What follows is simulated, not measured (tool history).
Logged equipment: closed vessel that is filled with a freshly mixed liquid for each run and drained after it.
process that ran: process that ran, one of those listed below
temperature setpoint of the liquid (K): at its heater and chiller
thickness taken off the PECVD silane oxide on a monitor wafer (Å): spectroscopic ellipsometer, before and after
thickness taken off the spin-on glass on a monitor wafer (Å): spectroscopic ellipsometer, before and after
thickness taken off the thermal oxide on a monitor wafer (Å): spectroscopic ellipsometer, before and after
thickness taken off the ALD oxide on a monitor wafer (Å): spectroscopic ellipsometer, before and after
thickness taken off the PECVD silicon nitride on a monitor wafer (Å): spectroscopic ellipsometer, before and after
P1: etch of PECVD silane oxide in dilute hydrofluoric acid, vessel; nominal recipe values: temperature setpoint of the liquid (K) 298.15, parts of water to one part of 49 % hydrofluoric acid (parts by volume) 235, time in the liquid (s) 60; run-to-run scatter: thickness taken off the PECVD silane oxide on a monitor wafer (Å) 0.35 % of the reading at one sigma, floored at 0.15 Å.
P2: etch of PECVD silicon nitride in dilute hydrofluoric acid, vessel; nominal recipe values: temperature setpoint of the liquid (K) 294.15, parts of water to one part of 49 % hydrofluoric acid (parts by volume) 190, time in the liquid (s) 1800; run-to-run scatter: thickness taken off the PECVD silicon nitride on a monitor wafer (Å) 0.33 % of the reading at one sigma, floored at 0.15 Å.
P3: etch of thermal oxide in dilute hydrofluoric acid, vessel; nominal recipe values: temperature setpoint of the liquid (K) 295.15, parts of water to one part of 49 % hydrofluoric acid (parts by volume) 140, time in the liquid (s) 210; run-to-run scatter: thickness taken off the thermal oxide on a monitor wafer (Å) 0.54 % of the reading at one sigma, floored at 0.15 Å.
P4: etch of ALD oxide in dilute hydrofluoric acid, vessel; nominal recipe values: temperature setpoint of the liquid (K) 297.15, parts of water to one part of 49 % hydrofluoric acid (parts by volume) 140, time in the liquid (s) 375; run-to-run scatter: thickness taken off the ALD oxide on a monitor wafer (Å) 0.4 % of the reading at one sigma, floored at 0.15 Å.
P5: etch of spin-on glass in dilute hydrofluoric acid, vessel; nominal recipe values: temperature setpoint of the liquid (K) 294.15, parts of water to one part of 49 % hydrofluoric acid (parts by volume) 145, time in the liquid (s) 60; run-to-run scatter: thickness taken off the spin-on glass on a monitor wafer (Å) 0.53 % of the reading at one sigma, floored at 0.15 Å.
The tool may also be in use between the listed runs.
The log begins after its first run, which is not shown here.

run    day  process that ran  temperature setpoint of the liquid (K)  parts of water to one part of 49 % hydrofluoric acid (parts by volume)  time in the liquid (s)  hours since the thermometer was replaced  hours since the hydrofluoric acid flow meter was replaced  thickness taken off the PECVD silane oxide on a monitor wafer (Å)  thickness taken off the spin-on glass on a monitor wafer (Å)  thickness taken off the thermal oxide on a monitor wafer (Å)  thickness taken off the ALD oxide on a monitor wafer (Å)  thickness taken off the PECVD silicon nitride on a monitor wafer (Å)
  2  0.767                P1                                  298.15                                                                     235                      60                                    1589.8                                                      468.4                                                             82.395
  3   1.05                P5                                  294.15                                                                     145                      60                                    1596.6                                                      475.2                                                                                                                           178.13
  4  1.275                P1                                  298.15                                                                      70                      90                                      1602                                                      480.6                                                             504.16
  5  1.746                P1                                  298.15                                                                      60                      60                                    1613.3                                                      491.9                                                             398.86
  6  2.046                P1                                  298.15                                                                     365                      60                                    1620.5                                                      499.1                                                             46.517
  7  2.317                P5                                  294.15                                                                     145                      60                                      1627                                                      505.6                                                                                                                           175.08
  8  2.604                P3                                  295.15                                                                     140                     210                                    1633.9                                                      512.5                                                                                                                                                                                         61.857
  9  3.017                P3                                  295.15                                                                     140                     210                                    1643.8                                                      522.4                                                                                                                                                                                         62.307
 10  3.362                P5                                  294.15                                                                     195                      60                                    1652.1                                                      530.7                                                                                                                           126.03
 11  3.675                P4                                  297.15                                                                     140                     375                                    1659.6                                                      538.2                                                                                                                                                                                                                                                   253.71
 12  4.142                P2                                  294.15                                                                     190                     995                                    1670.8                                                      549.4                                                                                                                                                                                                                                                                                                                         206.56
 13  4.475                P1                                  298.15                                                                     235                      60                                    1678.8                                                      557.4                                                              82.98
 14  4.921                P2                                  294.15                                                                      40                    1800                                    1689.5                                                      568.1                                                                                                                                                                                                                                                                                                                         1710.6
 15  5.275                P1                                  302.65                                                                     315                      60                                      1698                                                      576.6                                                              65.74
 16  5.633                P1                                  298.15                                                                     235                     115                                    1706.6                                                      585.2                                                             157.92
 17  6.104                P3                                  290.15                                                                     140                     210                                    1717.9                                                      596.5                                                                                                                                                                                         50.687
 18  6.596                P1                                  298.15                                                                     235                      60                                    1729.7                                                      608.3                                                             82.502
 19  6.983                P4                                  297.15                                                                     140                     375                                      1739                                                      617.6                                                                                                                                                                                                                                                   255.11
 20  7.333                P4                                  297.15                                                                     140                     110                                    1747.4                                                        626                                                                                                                                                                                                                                                   74.288
 21  7.675                P1                                  298.15                                                                     235                      30                                    1755.6                                                      634.2                                                             41.456
 22  8.067                P3                                  295.15                                                                     255                     210                                      1765                                                      643.6                                                                                                                                                                                         29.939
 23  8.438                P1                                  302.65                                                                     235                      60                                    1773.9                                                      652.5                                                             96.879

Forecast run 24:
 24  8.688                P1                                  294.15                                                                     235                      60                                    1779.9                                                      658.5                                                                  ?

thickness taken off the PECVD silane oxide on a monitor wafer (Å): 71.439
